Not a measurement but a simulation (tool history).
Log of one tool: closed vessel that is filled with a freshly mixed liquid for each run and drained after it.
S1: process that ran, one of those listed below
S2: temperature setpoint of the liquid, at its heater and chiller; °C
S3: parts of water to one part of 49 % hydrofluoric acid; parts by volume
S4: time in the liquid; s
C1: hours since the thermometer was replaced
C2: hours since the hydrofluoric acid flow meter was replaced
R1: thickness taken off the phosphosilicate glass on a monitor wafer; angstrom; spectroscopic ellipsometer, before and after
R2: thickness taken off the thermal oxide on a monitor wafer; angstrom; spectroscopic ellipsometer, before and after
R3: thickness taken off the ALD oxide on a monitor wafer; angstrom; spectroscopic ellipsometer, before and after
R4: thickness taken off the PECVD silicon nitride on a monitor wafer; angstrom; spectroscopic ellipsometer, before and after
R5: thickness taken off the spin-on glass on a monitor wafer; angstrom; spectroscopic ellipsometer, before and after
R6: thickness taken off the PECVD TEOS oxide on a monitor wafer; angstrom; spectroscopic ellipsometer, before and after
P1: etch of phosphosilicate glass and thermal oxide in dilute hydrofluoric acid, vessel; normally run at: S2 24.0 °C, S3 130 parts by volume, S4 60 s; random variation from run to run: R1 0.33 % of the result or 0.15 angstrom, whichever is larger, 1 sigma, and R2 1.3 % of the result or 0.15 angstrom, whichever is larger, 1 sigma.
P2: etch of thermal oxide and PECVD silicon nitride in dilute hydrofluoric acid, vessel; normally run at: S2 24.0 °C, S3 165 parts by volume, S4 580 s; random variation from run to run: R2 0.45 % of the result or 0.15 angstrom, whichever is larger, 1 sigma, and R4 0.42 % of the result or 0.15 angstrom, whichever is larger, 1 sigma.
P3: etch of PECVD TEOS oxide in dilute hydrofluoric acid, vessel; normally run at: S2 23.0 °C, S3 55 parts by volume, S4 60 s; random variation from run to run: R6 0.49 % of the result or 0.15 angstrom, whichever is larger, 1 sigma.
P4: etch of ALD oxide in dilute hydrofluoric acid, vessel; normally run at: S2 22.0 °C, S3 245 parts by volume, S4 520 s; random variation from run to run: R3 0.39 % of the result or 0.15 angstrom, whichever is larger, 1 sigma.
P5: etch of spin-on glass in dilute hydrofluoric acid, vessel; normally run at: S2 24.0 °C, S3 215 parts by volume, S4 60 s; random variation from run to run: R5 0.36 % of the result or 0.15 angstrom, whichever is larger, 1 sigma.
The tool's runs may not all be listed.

run   hour  S1    S2   S3   S4      C1      C2       R1        R2      R3       R4       R5      R6
  1   13.6  P1  24.0  130   60   828.4   979.0   582.59   20.7130
  2   22.7  P1  24.0  130   30   837.5   988.1   290.86   10.0690
  3   33.6  P1  24.0  220   30   848.4   999.0   155.35    5.7321
  4   48.6  P1  24.0  130   60   863.4  1014.0   581.75   20.7400
  5   63.5  P4  18.5  245  520   878.3  1028.9                     170.30
  6   75.2  P1  24.0  130  115   890.0  1040.6  1115.10   39.2020
      89.1  -- hydrofluoric acid flow meter replaced
  7   91.1  P1  29.5  130   60   905.9     2.1   716.89   25.5500
  8  105.4  P2  24.0  165  885   920.2    16.4           242.1400          103.630
  9  116.4  P1  24.0  130   60   931.2    27.4   583.74   20.5040
 10  131.2  P1  24.0  130   60   946.0    42.2   582.52   20.8390
 11  142.7  P4  22.0  145  520   957.5    53.7                     362.86
 12  155.5  P5  24.0  215   60   970.3    66.5                                       66.330
 13  163.5  P3  23.0   55   60   978.3    74.5                                               178.48
 14  171.8  P1  24.0  220   60   986.6    82.8   311.26   10.8230
 15  179.6  P3  23.0   55   60   994.4    90.6                                               179.67
 16  193.9  P4  22.0  245  520  1008.7   104.9                     195.02
 17  201.7  P2  24.0  165  580  1016.5   112.7           158.4000           68.256
 18  214.2  P3  23.0   55  115  1029.0   125.2                                               345.01
 19  228.7  P1  24.0  230   30  1043.5   139.7   146.20    5.3233
 20  242.9  P1  28.5   45   60  1057.7   153.9  2236.10   79.1380
 21  250.8  P1  18.5  130   60  1065.6   161.8   468.38   16.3950
 22  258.0  P1  24.0  130   60  1072.8   169.0   580.00   20.9600
 23  267.2  P5  24.0  325   60  1082.0   178.2                                       39.519
 24  277.0  P3  23.0   85   60  1091.8   188.0                                               111.11
 25  291.0  P1  24.0   65   60  1105.8   202.0  1255.60   44.5400
 26  301.7  P5  24.0  215  100  1116.5   212.7                                      110.540
 27  315.1  P2  20.5  165  580  1129.9   226.1           137.4700           53.557
 28  329.3  P2  24.0   70  580  1144.1   240.3           420.9300          157.930
 29  345.3  P5  18.0  215   60  1160.1   256.3                                       52.683
 30  352.8  P4  22.0  245  280  1167.6   263.8                     104.85
 31  361.7  P2  24.0  165  580  1176.5   272.7           158.5200           67.575
 32  370.9  P3  29.5   55   60  1185.7   281.9                                               235.22
 33  379.5  P1  24.0  130   60  1194.3   290.5   582.74   19.7780
 34  393.0  P1  24.0  130   60  1207.8   304.0   596.46   21.1540
 35  408.4  P1  24.0  130   60  1223.2   319.4   606.90   21.3000
 36  415.6  P1  24.0  130   60  1230.4   326.6   607.78   21.6360
 37  428.1  P1  24.0  130   60  1242.9   339.1   610.19   22.0070
 38  436.7  P1  24.0  130   60  1251.5   347.7   615.75   22.1860
 39  451.9  P1  24.0  130   60  1266.7   362.9   618.17   21.9040
 40  459.5  P1  24.0  130   60  1274.3   370.5   618.66   21.5440
 41  475.3  P1  24.0  130   60  1290.1   386.3   615.86   21.9230
 42  491.7  P1  24.0  130   60  1306.5   402.7   621.61   21.5110
 43  499.8  P1  24.0  130   60  1314.6   410.8   621.10   21.5450

What P1 gives has crept away from where it was. These 2 causes fit the log equally well, each at the size given:
A: liquid hotter than its thermometer reads (K) = 1.71
B: hydrofluoric acid flow above the setpoint (%) = 5.86
The creep began at about hour 379.5.

4 check runs are offered, one wafer each, their results left as question marks. Which one tells the causes apart?
check 1  507.9  P2  24.0  165  580               ?       ?
check 2  507.9  P4  22.0  245  520                   ?
check 3  507.9  P3  23.0   55   60                               ?
check 4  507.9  P5  24.0  215   60                           ?

What each check would give under each cause:
  check  result      if A      if B
check 1      R2  168.7600  169.2800
check 1      R4    75.522    71.660
check 2      R3    207.23    208.92
check 3      R6    192.36    190.56
check 4      R5    70.812    71.354
How far apart the two closest causes lie, in the result that separates them most: check 1 5.25 %; check 2 0.81 %; check 3 0.94 %; check 4 0.76 %
Check 1 tells the causes apart: in the others they would give nearly the same result.

Then check 1 was run and gave: R2 169.1800 angstrom; R4 75.203 angstrom. Which cause is it?

It is A: liquid hotter than its thermometer reads (K).

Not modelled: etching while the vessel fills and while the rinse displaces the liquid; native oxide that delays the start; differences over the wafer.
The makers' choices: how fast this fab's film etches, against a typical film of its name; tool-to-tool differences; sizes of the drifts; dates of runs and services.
